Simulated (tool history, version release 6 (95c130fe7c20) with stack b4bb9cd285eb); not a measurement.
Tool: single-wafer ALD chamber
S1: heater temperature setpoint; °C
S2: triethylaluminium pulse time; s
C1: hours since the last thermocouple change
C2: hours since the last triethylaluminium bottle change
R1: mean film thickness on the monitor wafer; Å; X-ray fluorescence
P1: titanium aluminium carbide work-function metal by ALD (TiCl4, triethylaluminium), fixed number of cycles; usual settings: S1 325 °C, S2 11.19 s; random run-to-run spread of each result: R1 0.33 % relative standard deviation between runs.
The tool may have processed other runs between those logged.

{"run": 1, "day": 0.183, "S1": 325, "S2": 11.19, "C1": 318.6, "C2": 481.7, "R1": 22.513}
{"run": 2, "day": 0.396, "S1": 325, "S2": 11.19, "C1": 323.7, "C2": 486.8, "R1": 22.658}
{"run": 3, "day": 0.6, "S1": 325, "S2": 11.19, "C1": 328.6, "C2": 491.7, "R1": 22.499}
{"run": 4, "day": 0.792, "S1": 325, "S2": 17.15, "C1": 333.2, "C2": 496.3, "R1": 22.922}
{"run": 5, "day": 1.054, "S1": 340, "S2": 11.19, "C1": 339.5, "C2": 502.6, "R1": 23.712}
{"run": 6, "day": 1.288, "S1": 325, "S2": 4.7, "C1": 345.1, "C2": 508.2, "R1": 18.474}
{"run": 7, "day": 1.5, "S1": 303, "S2": 11.19, "C1": 350.2, "C2": 513.3, "R1": 20.523}
{"run": 8, "day": 1.679, "S1": 344, "S2": 7.07, "C1": 354.5, "C2": 517.6, "R1": 22.767}
{"run": 9, "day": 1.988, "S1": 336, "S2": 7.46, "C1": 361.9, "C2": 525, "R1": 22.295}
{"day": 2.142, "done": "thermocouple changed; heater temperature recalibrated"}
{"run": 10, "day": 2.267, "S1": 325, "S2": 11.19, "C1": 3.1, "C2": 531.7, "R1": 22.41}
{"day": 2.304, "done": "triethylaluminium bottle replaced"}
{"run": 11, "day": 2.488, "S1": 325, "S2": 11.19, "C1": 8.4, "C2": 4.4, "R1": 22.557}
{"run": 12, "day": 2.771, "S1": 325, "S2": 11.19, "C1": 15.2, "C2": 11.2, "R1": 22.573}
{"run": 13, "day": 2.975, "S1": 325, "S2": 11.19, "C1": 20.1, "C2": 16.1, "R1": 22.242}
{"run": 14, "day": 3.267, "S1": 325, "S2": 11.19, "C1": 27.1, "C2": 23.1, "R1": 22.388}
{"run": 15, "day": 3.446, "S1": 325, "S2": 11.19, "C1": 31.4, "C2": 27.4, "R1": 22.233}
{"run": 16, "day": 3.746, "S1": 325, "S2": 11.19, "C1": 38.6, "C2": 34.6, "R1": 22.214}
{"run": 17, "day": 4.046, "S1": 325, "S2": 11.19, "C1": 45.8, "C2": 41.8, "R1": 22.131}
{"run": 18, "day": 4.4, "S1": 325, "S2": 11.19, "C1": 54.3, "C2": 50.3, "R1": 22.057}
{"run": 19, "day": 4.571, "S1": 325, "S2": 11.19, "C1": 58.4, "C2": 54.4, "R1": 22.034}
{"run": 20, "day": 4.767, "S1": 325, "S2": 11.19, "C1": 63.1, "C2": 59.1, "R1": 21.962}
{"run": 21, "day": 5.083, "S1": 325, "S2": 11.19, "C1": 70.7, "C2": 66.7, "R1": 22.078}

The log shows P1 creeping away from where it was. Any of the 2 causes listed here, at the size stated for it, fits the log just as well as the others:
A: wafer temperature below the value expected at the setpoint (K) = 5.33
B: triethylaluminium dose below that of a fresh bottle (%) = 17.8
Creep in the process output first set in at about day 2.771.

Which of the 4 check runs listed below separates the causes, so that each cause would produce a clearly different result? Each run uses one wafer, and its results are marked with question marks.
{"run": "check 1", "day": 5.4, "S1": 325, "S2": 7.36, "R1": "?"}
{"run": "check 2", "day": 5.4, "S1": 313, "S2": 11.19, "R1": "?"}
{"run": "check 3", "day": 5.4, "S1": 334, "S2": 11.19, "R1": "?"}
{"run": "check 4", "day": 5.4, "S1": 315, "S2": 11.19, "R1": "?"}

Outcome of each check run for each possible cause:
check=check_1 result=R1 if_A=20.772 if_B=20.182
check=check_2 result=R1 if_A=21.007 if_B=21.025
check=check_3 result=R1 if_A=22.888 if_B=22.872
check=check_4 result=R1 if_A=21.185 if_B=21.2
Per check, the gap between the least separated pair of causes, taken in the result that splits them most: check 1 2.88 %; check 2 0.08 %; check 3 0.07 %; check 4 0.07 %
Check 1 distinguishes between the causes, while the remaining checks would return nearly the same result for all of them.

Running check 1 produced the following: R1 20.176 Å. Which one of the listed causes fits?

Of the candidate causes, it is B: triethylaluminium dose below that of a fresh bottle (%).
